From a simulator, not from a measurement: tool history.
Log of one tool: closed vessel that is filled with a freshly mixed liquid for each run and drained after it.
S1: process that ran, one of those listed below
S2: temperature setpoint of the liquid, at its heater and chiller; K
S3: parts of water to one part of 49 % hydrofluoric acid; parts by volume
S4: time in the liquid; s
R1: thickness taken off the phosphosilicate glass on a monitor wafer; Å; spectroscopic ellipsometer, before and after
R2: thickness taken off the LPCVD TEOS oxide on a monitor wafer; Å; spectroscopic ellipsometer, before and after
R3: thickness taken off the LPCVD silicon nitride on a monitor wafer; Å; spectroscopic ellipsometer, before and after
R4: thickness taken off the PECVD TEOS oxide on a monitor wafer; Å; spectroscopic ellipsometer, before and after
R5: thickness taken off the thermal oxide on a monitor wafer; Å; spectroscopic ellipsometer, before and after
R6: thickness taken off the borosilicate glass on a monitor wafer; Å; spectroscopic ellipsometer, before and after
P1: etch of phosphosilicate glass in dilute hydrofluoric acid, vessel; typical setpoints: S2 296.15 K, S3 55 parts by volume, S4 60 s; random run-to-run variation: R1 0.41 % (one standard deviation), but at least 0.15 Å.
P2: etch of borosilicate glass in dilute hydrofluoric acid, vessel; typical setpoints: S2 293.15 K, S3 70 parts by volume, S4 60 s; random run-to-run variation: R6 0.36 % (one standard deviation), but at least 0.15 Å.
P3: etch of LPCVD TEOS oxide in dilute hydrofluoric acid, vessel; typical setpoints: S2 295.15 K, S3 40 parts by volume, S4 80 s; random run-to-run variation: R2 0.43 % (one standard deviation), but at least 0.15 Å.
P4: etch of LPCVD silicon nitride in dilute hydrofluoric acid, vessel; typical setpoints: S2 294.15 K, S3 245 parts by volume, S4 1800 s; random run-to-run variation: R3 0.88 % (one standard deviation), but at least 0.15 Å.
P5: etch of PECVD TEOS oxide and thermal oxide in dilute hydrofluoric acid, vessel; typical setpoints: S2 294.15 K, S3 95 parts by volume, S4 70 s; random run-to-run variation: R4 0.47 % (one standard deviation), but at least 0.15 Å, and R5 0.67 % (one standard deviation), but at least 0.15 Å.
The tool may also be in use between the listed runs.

run 1 hour=6.9 | S1=P1 S2=296.15 S3=55 S4=60 | R1=2242.6
run 2 hour=18.6 | S1=P1 S2=296.15 S3=55 S4=60 | R1=2233.7
run 3 hour=29.5 | S1=P3 S2=295.15 S3=40 S4=125 | R2=662.63
run 4 hour=36 | S1=P4 S2=294.15 S3=405 S4=1800 | R3=18.289
run 5 hour=48.3 | S1=P4 S2=294.15 S3=245 S4=1800 | R3=29.349
run 6 hour=55 | S1=P3 S2=295.15 S3=20 S4=80 | R2=862.12
run 7 hour=60.8 | S1=P5 S2=294.15 S3=95 S4=70 | R4=54.852 R5=32.349
run 8 hour=71.1 | S1=P1 S2=300.65 S3=55 S4=90 | R1=4018.7
run 9 hour=81.7 | S1=P1 S2=296.15 S3=105 S4=60 | R1=1101.6
run 10 hour=94 | S1=P3 S2=295.15 S3=40 S4=80 | R2=420.25
run 11 hour=104.1 | S1=P1 S2=296.15 S3=55 S4=30 | R1=1113.7
run 12 hour=110.1 | S1=P4 S2=294.15 S3=245 S4=3100 | R3=49.664
run 13 hour=115.7 | S1=P1 S2=296.15 S3=55 S4=95 | R1=3534.6
run 14 hour=126.2 | S1=P5 S2=294.15 S3=95 S4=70 | R4=54.258 R5=32.052
run 15 hour=132.4 | S1=P5 S2=294.15 S3=20 S4=70 | R4=282.68 R5=166.79
run 16 hour=144.5 | S1=P5 S2=300.15 S3=95 S4=70 | R4=68.831 R5=40.79
run 17 hour=155.7 | S1=P1 S2=296.15 S3=55 S4=60 | R1=2231.8
run 18 hour=167.5 | S1=P2 S2=299.65 S3=70 S4=60 | R6=338.58
-- hour=172.2 thermometer replaced
run 19 hour=174.1 | S1=P1 S2=296.15 S3=55 S4=60 | R1=2236.7
run 20 hour=182 | S1=P5 S2=294.15 S3=95 S4=30 | R4=23.019 R5=13.649
run 21 hour=193.9 | S1=P1 S2=291.15 S3=55 S4=60 | R1=1813.9
run 22 hour=206.2 | S1=P4 S2=290.15 S3=245 S4=1800 | R3=22.271
run 23 hour=212.1 | S1=P2 S2=293.15 S3=20 S4=60 | R6=967.05
run 24 hour=220.7 | S1=P2 S2=293.15 S3=70 S4=35 | R6=151.57
run 25 hour=232.6 | S1=P1 S2=300.15 S3=55 S4=60 | R1=2625.5
run 26 hour=240.3 | S1=P1 S2=296.15 S3=55 S4=60 | R1=2240.7
run 27 hour=250 | S1=P2 S2=293.15 S3=70 S4=60 | R6=261.01
run 28 hour=258.1 | S1=P4 S2=294.15 S3=245 S4=1800 | R3=29.46
run 29 hour=268.8 | S1=P1 S2=296.15 S3=20 S4=60 | R1=6438.9
run 30 hour=279.3 | S1=P3 S2=290.15 S3=40 S4=80 | R2=339.3
run 31 hour=287.2 | S1=P1 S2=296.15 S3=55 S4=60 | R1=2259
run 32 hour=292.9 | S1=P1 S2=296.15 S3=55 S4=60 | R1=2173.2
run 33 hour=301.5 | S1=P1 S2=296.15 S3=55 S4=60 | R1=2130.6
run 34 hour=310 | S1=P1 S2=296.15 S3=55 S4=60 | R1=2117.1
run 35 hour=317.2 | S1=P1 S2=296.15 S3=55 S4=60 | R1=2092.6
run 36 hour=322.6 | S1=P1 S2=296.15 S3=55 S4=60 | R1=2068.9
run 37 hour=333.6 | S1=P1 S2=296.15 S3=55 S4=60 | R1=2059.7
run 38 hour=341.3 | S1=P1 S2=296.15 S3=55 S4=60 | R1=2069.2
run 39 hour=349.8 | S1=P1 S2=296.15 S3=55 S4=60 | R1=2051.9
run 40 hour=356.6 | S1=P1 S2=296.15 S3=55 S4=60 | R1=2066.2
run 41 hour=363.9 | S1=P1 S2=296.15 S3=55 S4=60 | R1=2058.6

What P1 gives has crept away from where it was. These 2 causes fit the log equally well, each at the size given:
A: hydrofluoric acid flow below the setpoint (%) = 7.63
B: liquid colder than its thermometer reads (K) = 2.05
The onset of the drift is placed at about hour 287.2.

Which of the 4 check runs listed below, each an average over 2 wafers with its results shown as question marks, gives clearly different results under the different listed causes?
run check 1 hour=371.2 | S1=P4 S2=294.15 S3=245 S4=1800 | R3=?
run check 2 hour=371.2 | S1=P2 S2=293.15 S3=70 S4=60 | R6=?
run check 3 hour=371.2 | S1=P5 S2=294.15 S3=95 S4=70 | R4=? R5=?
run check 4 hour=371.2 | S1=P3 S2=295.15 S3=40 S4=80 | R2=?

Outcome of each check run for each possible cause:
check=check_1 result=R3 if_A=27.11 if_B=25.653
check=check_2 result=R6 if_A=239.03 if_B=238.9
check=check_3 result=R4 if_A=49.813 if_B=50.007
check=check_3 result=R5 if_A=29.433 if_B=29.548
check=check_4 result=R2 if_A=388.11 if_B=386.73
Minimum pairwise separation of causes per check, each pair taken at its best-separating result: check 1 5.52 %; check 2 0.05 %; check 3 0.39 %; check 4 0.36 %
Check 1 is the one run that separates the causes; every other check would come out nearly the same whichever cause is at work.

Check 1 has now been run. It gave: R3 25.8 Å. Which of the candidate causes is it?

It was cause B: liquid colder than its thermometer reads (K).
